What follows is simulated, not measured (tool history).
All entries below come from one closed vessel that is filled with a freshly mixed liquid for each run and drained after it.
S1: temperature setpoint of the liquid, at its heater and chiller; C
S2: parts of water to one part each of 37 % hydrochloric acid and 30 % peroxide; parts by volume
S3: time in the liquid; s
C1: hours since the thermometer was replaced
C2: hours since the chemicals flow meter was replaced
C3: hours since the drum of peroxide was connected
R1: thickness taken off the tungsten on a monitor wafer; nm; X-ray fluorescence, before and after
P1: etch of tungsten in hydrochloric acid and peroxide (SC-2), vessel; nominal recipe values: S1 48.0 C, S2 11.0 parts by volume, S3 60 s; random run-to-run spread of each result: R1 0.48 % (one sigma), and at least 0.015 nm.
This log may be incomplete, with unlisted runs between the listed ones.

run,hour,S1,S2,S3,C1,C2,C3,R1
1,11.2,48.0,11.0,60,1933.6,243.2,500.7,18.6300
2,19.6,48.0,11.0,60,1942.0,251.6,509.1,18.6080
3,27.8,48.0,11.0,60,1950.2,259.8,517.3,18.5650
4,37.2,48.0,11.0,60,1959.6,269.2,526.7,18.5010
# hour 42.2: new drum of peroxide connected
5,46.8,58.0,11.0,60,1969.2,278.8,4.6,36.2040
6,53.3,48.0,4.0,60,1975.7,285.3,11.1,40.3300
7,61.4,58.0,7.5,60,1983.8,293.4,19.2,49.0330
8,66.7,48.0,11.0,30,1989.1,298.7,24.5,9.2531
9,71.9,48.0,11.0,115,1994.3,303.9,29.7,35.5840
10,80.9,48.0,11.0,60,2003.3,312.9,38.7,18.8260
11,90.5,35.0,11.0,30,2012.9,322.5,48.3,3.7530
12,100.4,48.0,19.0,60,2022.8,332.4,58.2,11.5480
13,107.3,63.5,18.0,60,2029.7,339.3,65.1,32.8330
14,113.5,35.0,11.0,60,2035.9,345.5,71.3,7.4897
15,122.4,48.0,11.0,60,2044.8,354.4,80.2,18.7350
16,131.7,48.0,11.0,60,2054.1,363.7,89.5,18.0200
17,140.0,48.0,11.0,60,2062.4,372.0,97.8,17.5420
18,149.6,48.0,11.0,60,2072.0,381.6,107.4,17.1840

Run 19, settings as shown, results not yet in. Your forecast:
# hour 153.5: new drum of peroxide connected
19,158.2,48.0,11.0,60,2080.6,390.2,4.7,?

Run 19 produced R1 17.0760 nm.
